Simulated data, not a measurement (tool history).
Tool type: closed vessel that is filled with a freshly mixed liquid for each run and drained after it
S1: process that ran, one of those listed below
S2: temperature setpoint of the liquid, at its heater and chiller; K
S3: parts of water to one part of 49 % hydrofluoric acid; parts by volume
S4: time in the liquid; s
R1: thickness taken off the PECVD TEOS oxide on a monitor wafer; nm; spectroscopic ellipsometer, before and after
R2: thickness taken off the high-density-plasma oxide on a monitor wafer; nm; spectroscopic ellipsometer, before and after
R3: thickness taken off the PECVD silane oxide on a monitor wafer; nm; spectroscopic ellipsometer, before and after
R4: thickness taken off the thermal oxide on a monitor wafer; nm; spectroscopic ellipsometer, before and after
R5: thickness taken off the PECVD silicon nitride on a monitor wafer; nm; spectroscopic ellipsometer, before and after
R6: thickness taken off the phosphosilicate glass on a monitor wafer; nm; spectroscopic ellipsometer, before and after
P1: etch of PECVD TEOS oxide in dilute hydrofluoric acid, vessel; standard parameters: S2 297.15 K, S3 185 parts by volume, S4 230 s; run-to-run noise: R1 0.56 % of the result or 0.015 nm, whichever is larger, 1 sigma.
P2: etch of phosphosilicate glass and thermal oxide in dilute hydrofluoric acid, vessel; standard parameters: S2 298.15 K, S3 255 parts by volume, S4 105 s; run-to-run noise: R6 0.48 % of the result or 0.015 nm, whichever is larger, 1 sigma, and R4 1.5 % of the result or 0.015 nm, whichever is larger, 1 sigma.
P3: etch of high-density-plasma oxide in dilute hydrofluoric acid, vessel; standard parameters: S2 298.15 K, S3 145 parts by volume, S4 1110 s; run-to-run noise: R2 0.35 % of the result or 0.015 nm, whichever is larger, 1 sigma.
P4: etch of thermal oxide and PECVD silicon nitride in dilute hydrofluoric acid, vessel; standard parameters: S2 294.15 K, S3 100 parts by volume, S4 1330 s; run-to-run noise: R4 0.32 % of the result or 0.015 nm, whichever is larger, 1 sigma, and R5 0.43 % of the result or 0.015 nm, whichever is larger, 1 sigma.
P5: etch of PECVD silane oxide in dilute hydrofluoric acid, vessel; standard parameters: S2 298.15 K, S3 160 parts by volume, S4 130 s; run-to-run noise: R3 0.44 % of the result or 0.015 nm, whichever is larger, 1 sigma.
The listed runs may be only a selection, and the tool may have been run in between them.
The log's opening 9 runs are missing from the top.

run     day  S1      S2   S3    S4      R1      R2      R3       R4      R5      R6
 10   2.942  P1  297.15  100   230  30.817
      3.212  -- hydrofluoric acid flow meter replaced
 11   3.238  P2  298.15  255   105                           1.7023          39.183
 12   3.588  P5  298.15  160   130                  33.457
 13   3.925  P2  298.15  255    30                          0.51859          11.146
 14   4.208  P1  297.15  185   230  14.916
 15   4.429  P1  297.15  265   230  9.5796
 16   4.879  P4  290.15  100  1330                           46.045  46.416
 17   5.254  P3  298.15  225  1110          33.357
 18   5.512  P1  302.15  185    90  7.0471
        5.6  -- thermometer replaced
 19   5.742  P1  297.15  185   230  15.164
 20   6.083  P4  294.15  100  1330                           54.321  61.257
 21   6.538  P3  298.15  145  2085          106.89
 22     6.8  P1  290.15  185   230  11.622
 23   7.175  P2  298.15  380   105                           1.0359          23.377
 24   7.567  P5  302.15  160   130                  38.775
 25   8.004  P1  297.15  185   410  26.664
 26   8.238  P2  290.65  255   105                           1.3344          29.381
 27     8.7  P1  297.15  185   230  15.182
 28   8.988  P1  304.15  185   230  19.419
 29   9.421  P1  297.15  185   230  15.076
 30    9.75  P3  298.15  145  1110          56.853
 31  10.092  P1  297.15  185   230  15.044
 32  10.521  P1  297.15  185   230   15.63
 33  10.938  P1  297.15  185   230  15.695
 34  11.362  P1  297.15  185   230  15.784

Run 35, settings as shown, results not yet in. Your forecast:
 35  11.575  P1  297.15  185  230   ?

Run 35 gave R1 16.026 nm.
